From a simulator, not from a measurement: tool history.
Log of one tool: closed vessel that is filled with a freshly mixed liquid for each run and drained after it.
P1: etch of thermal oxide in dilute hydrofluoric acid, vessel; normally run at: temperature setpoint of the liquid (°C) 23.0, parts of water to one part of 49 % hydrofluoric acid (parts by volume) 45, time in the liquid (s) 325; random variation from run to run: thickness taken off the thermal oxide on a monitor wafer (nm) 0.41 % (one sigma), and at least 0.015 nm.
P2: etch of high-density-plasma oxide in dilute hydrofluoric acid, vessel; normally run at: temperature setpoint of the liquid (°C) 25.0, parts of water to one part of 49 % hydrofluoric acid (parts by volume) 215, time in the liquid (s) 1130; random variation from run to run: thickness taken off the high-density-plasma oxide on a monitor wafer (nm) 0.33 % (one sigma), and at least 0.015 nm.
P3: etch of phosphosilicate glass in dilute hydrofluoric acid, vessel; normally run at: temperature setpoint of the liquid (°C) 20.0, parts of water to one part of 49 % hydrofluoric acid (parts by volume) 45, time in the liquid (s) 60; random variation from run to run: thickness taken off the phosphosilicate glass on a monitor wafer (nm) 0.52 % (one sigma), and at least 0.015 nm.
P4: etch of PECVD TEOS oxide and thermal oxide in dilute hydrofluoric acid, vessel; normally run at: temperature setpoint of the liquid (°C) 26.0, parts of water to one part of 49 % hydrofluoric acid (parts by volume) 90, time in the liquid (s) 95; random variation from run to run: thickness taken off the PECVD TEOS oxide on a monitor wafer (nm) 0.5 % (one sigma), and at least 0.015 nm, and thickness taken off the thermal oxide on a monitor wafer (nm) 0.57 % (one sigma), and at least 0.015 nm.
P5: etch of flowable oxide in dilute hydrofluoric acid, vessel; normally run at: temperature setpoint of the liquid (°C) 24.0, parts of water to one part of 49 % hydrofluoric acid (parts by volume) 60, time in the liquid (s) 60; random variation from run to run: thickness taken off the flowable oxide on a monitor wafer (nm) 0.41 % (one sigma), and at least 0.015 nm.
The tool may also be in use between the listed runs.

| run | day | process that ran | temperature setpoint of the liquid (°C) | parts of water to one part of 49 % hydrofluoric acid (parts by volume) | time in the liquid (s) | hours since the thermometer was replaced | hours since the hydrofluoric acid flow meter was replaced | thickness taken off the thermal oxide on a monitor wafer (nm) | thickness taken off the phosphosilicate glass on a monitor wafer (nm) | thickness taken off the PECVD TEOS oxide on a monitor wafer (nm) | thickness taken off the high-density-plasma oxide on a monitor wafer (nm) | thickness taken off the flowable oxide on a monitor wafer (nm) |
|---|---|---|---|---|---|---|---|---|---|---|---|---|
| 1 | 0.233 | P1 | 23.0 | 45 | 325 | 350.1 | 1939.2 | 35.0700 |  |  |  |  |
| 2 | 0.667 | P1 | 23.0 | 45 | 325 | 360.5 | 1949.6 | 34.7310 |  |  |  |  |
| 3 | 0.992 | P1 | 23.0 | 45 | 605 | 368.3 | 1957.4 | 65.4320 |  |  |  |  |
| 4 | 1.246 | P1 | 19.5 | 45 | 325 | 374.4 | 1963.5 | 29.9590 |  |  |  |  |
| 5 | 1.633 | P1 | 23.0 | 65 | 325 | 383.7 | 1972.8 | 23.4080 |  |  |  |  |
| 6 | 2.046 | P1 | 17.0 | 20 | 325 | 393.6 | 1982.7 | 62.5300 |  |  |  |  |
| 7 | 2.271 | P1 | 23.0 | 45 | 325 | 399.0 | 1988.1 | 34.9520 |  |  |  |  |
| 8 | 2.571 | P3 | 20.0 | 45 | 110 | 406.2 | 1995.3 |  | 388.20 |  |  |  |
| 9 | 2.846 | P4 | 26.0 | 90 | 165 | 412.8 | 2001.9 | 9.2068 |  | 36.346 |  |  |
| 10 | 3.283 | P4 | 26.0 | 20 | 95 | 423.3 | 2012.4 | 26.5240 |  | 105.810 |  |  |
| 11 | 3.600 | P1 | 23.0 | 20 | 325 | 430.9 | 2020.0 | 81.1660 |  |  |  |  |
| 12 | 3.867 | P1 | 23.0 | 45 | 325 | 437.3 | 2026.4 | 34.7210 |  |  |  |  |
| 13 | 4.296 | P4 | 26.0 | 90 | 95 | 447.6 | 2036.7 | 5.2975 |  | 21.322 |  |  |
| 14 | 4.533 | P3 | 17.0 | 45 | 60 | 453.3 | 2042.4 |  | 187.54 |  |  |  |
| 15 | 4.921 | P2 | 31.5 | 215 | 1130 | 462.6 | 2051.7 |  |  |  | 39.424 |  |
| 16 | 5.308 | P1 | 23.0 | 45 | 105 | 471.9 | 2061.0 | 11.2930 |  |  |  |  |
| 17 | 5.625 | P2 | 25.0 | 215 | 1130 | 479.5 | 2068.6 |  |  |  | 31.643 |  |
| 18 | 5.929 | P1 | 23.0 | 45 | 325 | 486.8 | 2075.9 | 34.8560 |  |  |  |  |
| 19 | 6.142 | P2 | 25.0 | 215 | 485 | 491.9 | 2081.0 |  |  |  | 13.488 |  |
| 20 | 6.371 | P5 | 24.0 | 60 | 60 | 497.4 | 2086.5 |  |  |  |  | 39.103 |
| 21 | 6.754 | P5 | 24.0 | 90 | 60 | 506.6 | 2095.7 |  |  |  |  | 25.240 |
| 22 | 7.121 | P2 | 25.0 | 215 | 1130 | 515.4 | 2104.5 |  |  |  | 31.596 |  |
| 23 | 7.475 | P5 | 24.0 | 60 | 110 | 523.9 | 2113.0 |  |  |  |  | 72.461 |
| 24 | 7.808 | P5 | 19.0 | 60 | 60 | 531.9 | 2121.0 |  |  |  |  | 32.020 |
| 25 | 8.279 | P2 | 25.0 | 315 | 1130 | 543.2 | 2132.3 |  |  |  | 19.398 |  |
| 26 | 8.529 | P1 | 28.5 | 45 | 325 | 549.2 | 2138.3 | 43.8750 |  |  |  |  |
| 27 | 8.850 | P5 | 24.0 | 60 | 60 | 556.9 | 2146.0 |  |  |  |  | 39.351 |
| 28 | 9.288 | P3 | 20.0 | 45 | 60 | 567.4 | 2156.5 |  | 212.36 |  |  |  |

Forecast run 29:
| 29 | 9.583 | P4 | 22.5 | 90 | 95 | 574.5 | 2163.6 | ? |  | ? |  |  |

Run 29 gave thickness taken off the thermal oxide on a monitor wafer (nm) 4.5686, thickness taken off the PECVD TEOS oxide on a monitor wafer (nm) 18.147.
